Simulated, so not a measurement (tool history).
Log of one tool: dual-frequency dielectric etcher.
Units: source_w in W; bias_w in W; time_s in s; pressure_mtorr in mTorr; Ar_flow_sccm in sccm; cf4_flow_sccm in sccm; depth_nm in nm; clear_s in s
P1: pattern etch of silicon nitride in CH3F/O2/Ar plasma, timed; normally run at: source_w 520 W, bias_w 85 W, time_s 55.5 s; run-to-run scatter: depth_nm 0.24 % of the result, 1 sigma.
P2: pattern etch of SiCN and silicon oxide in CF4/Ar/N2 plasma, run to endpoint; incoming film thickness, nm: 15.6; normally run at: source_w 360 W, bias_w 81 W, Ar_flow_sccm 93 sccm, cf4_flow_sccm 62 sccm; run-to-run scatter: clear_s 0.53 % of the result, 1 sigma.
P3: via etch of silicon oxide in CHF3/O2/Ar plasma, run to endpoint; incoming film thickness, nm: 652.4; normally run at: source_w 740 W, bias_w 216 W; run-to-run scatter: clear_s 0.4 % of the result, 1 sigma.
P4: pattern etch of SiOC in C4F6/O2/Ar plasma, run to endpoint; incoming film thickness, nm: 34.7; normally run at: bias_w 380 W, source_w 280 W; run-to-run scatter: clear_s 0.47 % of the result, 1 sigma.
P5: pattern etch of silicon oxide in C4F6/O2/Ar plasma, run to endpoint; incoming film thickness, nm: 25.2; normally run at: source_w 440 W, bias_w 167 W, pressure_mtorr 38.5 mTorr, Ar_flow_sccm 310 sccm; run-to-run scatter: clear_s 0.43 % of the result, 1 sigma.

{"run": 1, "hour": 9.6, "process": "P1", "source_w": 520, "bias_w": 85, "time_s": 55.5, "depth_nm": 45.97}
{"run": 2, "hour": 17.7, "process": "P1", "source_w": 520, "bias_w": 85, "time_s": 55.5, "depth_nm": 45.855}
{"run": 3, "hour": 26.8, "process": "P1", "source_w": 520, "bias_w": 85, "time_s": 55.5, "depth_nm": 46.23}
{"run": 4, "hour": 31.9, "process": "P3", "source_w": 740, "bias_w": 216, "clear_s": 280.86}
{"run": 5, "hour": 39.3, "process": "P1", "source_w": 520, "bias_w": 85, "time_s": 55.5, "depth_nm": 46.026}
{"run": 6, "hour": 44.7, "process": "P1", "source_w": 520, "bias_w": 85, "time_s": 68.5, "depth_nm": 56.721}
{"run": 7, "hour": 54.0, "process": "P5", "source_w": 610, "bias_w": 167, "pressure_mtorr": 38.5, "Ar_flow_sccm": 310, "clear_s": 7.211}
{"run": 8, "hour": 61.8, "process": "P2", "source_w": 360, "bias_w": 81, "Ar_flow_sccm": 93, "cf4_flow_sccm": 48, "clear_s": 21.941}
{"run": 9, "hour": 69.8, "process": "P1", "source_w": 520, "bias_w": 85, "time_s": 55.5, "depth_nm": 46.127}
{"run": 10, "hour": 77.5, "process": "P5", "source_w": 440, "bias_w": 167, "pressure_mtorr": 38.5, "Ar_flow_sccm": 437, "clear_s": 8.4919}
{"run": 11, "hour": 83.2, "process": "P1", "source_w": 520, "bias_w": 85, "time_s": 55.5, "depth_nm": 46.051}
{"run": 12, "hour": 91.0, "process": "P2", "source_w": 360, "bias_w": 81, "Ar_flow_sccm": 118, "cf4_flow_sccm": 62, "clear_s": 21.899}
{"run": 13, "hour": 99.6, "process": "P2", "source_w": 360, "bias_w": 81, "Ar_flow_sccm": 93, "cf4_flow_sccm": 62, "clear_s": 21.406}
{"run": 14, "hour": 104.0, "process": "P1", "source_w": 520, "bias_w": 67, "time_s": 36.5, "depth_nm": 27.883}
{"run": 15, "hour": 112.6, "process": "P1", "source_w": 710, "bias_w": 85, "time_s": 55.5, "depth_nm": 51.935}
{"run": 16, "hour": 118.9, "process": "P1", "source_w": 650, "bias_w": 85, "time_s": 32.5, "depth_nm": 29.326}
{"run": 17, "hour": 128.1, "process": "P2", "source_w": 360, "bias_w": 81, "Ar_flow_sccm": 93, "cf4_flow_sccm": 62, "clear_s": 21.083}
{"run": 18, "hour": 134.0, "process": "P3", "source_w": 990, "bias_w": 216, "clear_s": 250.94}
{"run": 19, "hour": 139.7, "process": "P2", "source_w": 210, "bias_w": 81, "Ar_flow_sccm": 93, "cf4_flow_sccm": 62, "clear_s": 33.873}
{"run": 20, "hour": 146.5, "process": "P5", "source_w": 440, "bias_w": 129, "pressure_mtorr": 38.5, "Ar_flow_sccm": 310, "clear_s": 8.8436}
{"run": 21, "hour": 151.8, "process": "P5", "source_w": 440, "bias_w": 167, "pressure_mtorr": 46.5, "Ar_flow_sccm": 310, "clear_s": 8.4151}
{"run": 22, "hour": 161.4, "process": "P5", "source_w": 440, "bias_w": 167, "pressure_mtorr": 38.5, "Ar_flow_sccm": 310, "clear_s": 8.1874}
{"run": 23, "hour": 170.5, "process": "P3", "source_w": 740, "bias_w": 216, "clear_s": 280.86}
{"run": 24, "hour": 176.0, "process": "P4", "source_w": 280, "bias_w": 497, "clear_s": 13.257}
{"run": 25, "hour": 180.8, "process": "P2", "source_w": 360, "bias_w": 53, "Ar_flow_sccm": 93, "cf4_flow_sccm": 62, "clear_s": 24.379}
{"run": 26, "hour": 190.3, "process": "P1", "source_w": 520, "bias_w": 85, "time_s": 35.0, "depth_nm": 28.879}
{"run": 27, "hour": 200.0, "process": "P3", "source_w": 740, "bias_w": 130, "clear_s": 331.68}
{"run": 28, "hour": 207.9, "process": "P4", "source_w": 280, "bias_w": 380, "clear_s": 14.828}
{"run": 29, "hour": 214.0, "process": "P1", "source_w": 320, "bias_w": 108, "time_s": 55.5, "depth_nm": 41.711}
{"run": 30, "hour": 223.4, "process": "P1", "source_w": 400, "bias_w": 85, "time_s": 55.5, "depth_nm": 41.761}
{"hour": 226.6, "done": "wet clean of the chamber"}
{"run": 31, "hour": 233.1, "process": "P1", "source_w": 520, "bias_w": 105, "time_s": 55.5, "depth_nm": 49.392}
{"run": 32, "hour": 242.0, "process": "P4", "source_w": 220, "bias_w": 380, "clear_s": 16.204}
{"run": 33, "hour": 247.2, "process": "P5", "source_w": 440, "bias_w": 167, "pressure_mtorr": 38.5, "Ar_flow_sccm": 310, "clear_s": 8.2817}
{"run": 34, "hour": 253.0, "process": "P1", "source_w": 520, "bias_w": 63, "time_s": 55.5, "depth_nm": 41.529}
{"run": 35, "hour": 257.3, "process": "P1", "source_w": 520, "bias_w": 85, "time_s": 55.5, "depth_nm": 45.924}
{"run": 36, "hour": 265.8, "process": "P1", "source_w": 520, "bias_w": 85, "time_s": 55.5, "depth_nm": 46.227}
{"run": 37, "hour": 270.1, "process": "P1", "source_w": 520, "bias_w": 85, "time_s": 55.5, "depth_nm": 46.559}
{"run": 38, "hour": 275.5, "process": "P1", "source_w": 520, "bias_w": 85, "time_s": 55.5, "depth_nm": 46.494}
{"run": 39, "hour": 282.5, "process": "P1", "source_w": 520, "bias_w": 85, "time_s": 55.5, "depth_nm": 46.717}
{"run": 40, "hour": 291.9, "process": "P1", "source_w": 520, "bias_w": 85, "time_s": 55.5, "depth_nm": 46.872}
{"hour": 299.2, "done": "wet clean of the chamber"}
{"run": 41, "hour": 301.3, "process": "P1", "source_w": 520, "bias_w": 85, "time_s": 55.5, "depth_nm": 46.62}
{"run": 42, "hour": 310.9, "process": "P1", "source_w": 520, "bias_w": 85, "time_s": 55.5, "depth_nm": 46.879}
{"run": 43, "hour": 316.6, "process": "P1", "source_w": 520, "bias_w": 85, "time_s": 55.5, "depth_nm": 46.679}
{"run": 44, "hour": 321.4, "process": "P1", "source_w": 520, "bias_w": 85, "time_s": 55.5, "depth_nm": 46.591}
{"run": 45, "hour": 327.4, "process": "P1", "source_w": 520, "bias_w": 85, "time_s": 55.5, "depth_nm": 46.683}

What P1 gives has crept away from where it was. These 2 causes fit the log equally well, each at the size given:
A: bias power that arrives over what is set, % = 4.67
B: source power that arrives over what is set, % = 4.32
The creep began at about hour 257.3.
Why every other cause is out:
chamber walls in a state that raises the etch rate, %: serviced at hour 299.2, which brought nothing back

4 check runs are offered, each on 5 wafers whose results are averaged, their results left as question marks. Which one tells the causes apart?
{"run": "check 1", "hour": 333.4, "process": "P3", "source_w": 870, "bias_w": 170, "clear_s": "?"}
{"run": "check 2", "hour": 333.4, "process": "P4", "source_w": 280, "bias_w": 477, "clear_s": "?"}
{"run": "check 3", "hour": 333.4, "process": "P5", "source_w": 600, "bias_w": 167, "pressure_mtorr": 38.5, "Ar_flow_sccm": 407, "clear_s": "?"}
{"run": "check 4", "hour": 333.4, "process": "P2", "source_w": 220, "bias_w": 81, "Ar_flow_sccm": 93, "cf4_flow_sccm": 62, "clear_s": "?"}

What each check would give under each cause:
check=check_1 result=clear_s if_A=281.8800 if_B=281.4500
check=check_2 result=clear_s if_A=13.3870 if_B=13.4100
check=check_3 result=clear_s if_A=7.3711 if_B=7.3497
check=check_4 result=clear_s if_A=32.0230 if_B=31.3810
How far apart the two closest causes lie, in the result that separates them most: check 1 0.15 %; check 2 0.17 %; check 3 0.29 %; check 4 2.02 %
Check 4 tells the causes apart: in the others they would give nearly the same result.

Then check 4 was run and gave: clear_s 31.3490 s. Which cause is it?

It is B: source power that arrives over what is set, %.

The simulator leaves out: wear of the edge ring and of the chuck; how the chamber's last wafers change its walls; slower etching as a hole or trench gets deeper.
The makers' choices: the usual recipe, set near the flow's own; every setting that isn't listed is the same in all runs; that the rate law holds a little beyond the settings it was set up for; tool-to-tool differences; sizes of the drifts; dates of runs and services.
